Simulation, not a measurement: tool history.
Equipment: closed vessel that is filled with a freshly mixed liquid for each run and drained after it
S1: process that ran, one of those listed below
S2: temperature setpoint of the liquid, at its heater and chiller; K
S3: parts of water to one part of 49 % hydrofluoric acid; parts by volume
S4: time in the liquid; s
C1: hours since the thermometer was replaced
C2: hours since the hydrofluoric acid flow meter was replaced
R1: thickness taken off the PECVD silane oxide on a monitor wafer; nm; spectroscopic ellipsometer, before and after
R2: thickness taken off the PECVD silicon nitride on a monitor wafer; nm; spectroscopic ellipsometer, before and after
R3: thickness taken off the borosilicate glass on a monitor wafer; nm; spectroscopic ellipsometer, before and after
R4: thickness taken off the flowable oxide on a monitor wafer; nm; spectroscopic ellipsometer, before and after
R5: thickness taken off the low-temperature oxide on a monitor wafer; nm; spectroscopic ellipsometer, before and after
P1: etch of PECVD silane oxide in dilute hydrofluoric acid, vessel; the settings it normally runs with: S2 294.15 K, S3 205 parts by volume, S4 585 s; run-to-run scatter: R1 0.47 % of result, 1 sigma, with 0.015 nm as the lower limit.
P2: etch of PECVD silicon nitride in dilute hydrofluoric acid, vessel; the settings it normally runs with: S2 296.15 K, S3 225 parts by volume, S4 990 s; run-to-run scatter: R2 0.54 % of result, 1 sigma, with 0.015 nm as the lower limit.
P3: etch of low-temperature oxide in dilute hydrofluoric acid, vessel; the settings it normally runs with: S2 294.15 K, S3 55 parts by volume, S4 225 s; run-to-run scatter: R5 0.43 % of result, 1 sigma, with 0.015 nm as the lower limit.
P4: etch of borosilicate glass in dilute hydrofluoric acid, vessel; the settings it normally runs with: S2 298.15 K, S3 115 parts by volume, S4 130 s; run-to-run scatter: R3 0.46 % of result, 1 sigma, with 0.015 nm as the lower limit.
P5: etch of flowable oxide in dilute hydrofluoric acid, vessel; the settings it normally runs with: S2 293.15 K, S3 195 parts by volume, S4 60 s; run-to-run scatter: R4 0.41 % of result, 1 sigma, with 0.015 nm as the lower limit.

run	hour	S1	S2	S3	S4	C1	C2	R1	R2	R3	R4	R5
1	13.6	P1	294.15	205	585	579	309.4	44.325				
2	27	P2	296.15	360	990	592.4	322.8		5.1768			
3	38.9	P4	298.15	115	130	604.3	334.7			32.299		
4	48.3	P4	298.15	115	255	613.7	344.1			63.332		
5	62.4	P1	294.15	205	585	627.8	358.2	44.633				
6	73.3	P1	294.15	205	585	638.7	369.1	44.251				
7	89.1	P4	306.65	115	130	654.5	384.9			44.763		
8	99	P1	290.15	120	585	664.4	394.8	70.693				
9	115.1	P2	302.15	225	990	680.5	410.9		11.77			
10	128.3	P1	290.15	205	585	693.7	424.1	38.245				
11	145.4	P1	294.15	205	585	710.8	441.2	44.364				
12	157.9	P2	296.15	225	250	723.3	453.7		2.08			
13	166.2	P5	298.15	195	60	731.6	462				12.944	
14	178.4	P1	294.15	205	325	743.8	474.2	24.942				
15	190.9	P1	294.15	335	585	756.3	486.7	23.972				
16	201.7	P4	298.15	115	130	767.1	497.5			32.381		
17	214.3	P1	298.65	205	585	779.7	510.1	52.68				
18	224.5	P5	293.15	195	60	789.9	520.3				10.7	
19	235.4	P1	294.15	345	50	800.8	531.2	1.9842				
20	244.8	P5	293.15	290	60	810.2	540.6				6.5801	
# hour 258.4: thermometer replaced
21	259.7	P2	296.15	225	990	1.4	555.5		8.1218			
22	271.3	P3	294.15	55	365	13	567.1					68.936
23	284.8	P1	294.15	90	585	26.5	580.6	115.04				
24	295.9	P1	294.15	205	585	37.6	591.7	44.532				
25	311.3	P4	298.15	20	130	53	607.1			210.47		
26	322.7	P5	293.15	195	115	64.4	618.5				20.642	
27	338.1	P3	294.15	55	225	79.8	633.9					42.066
28	348.4	P3	302.65	55	225	90.1	644.2					59.894

Run 29 comes next. What will it give?
29	364.3	P3	294.15	100	225	106	660.1					?

{"run 29": {"R5": 21.996}}
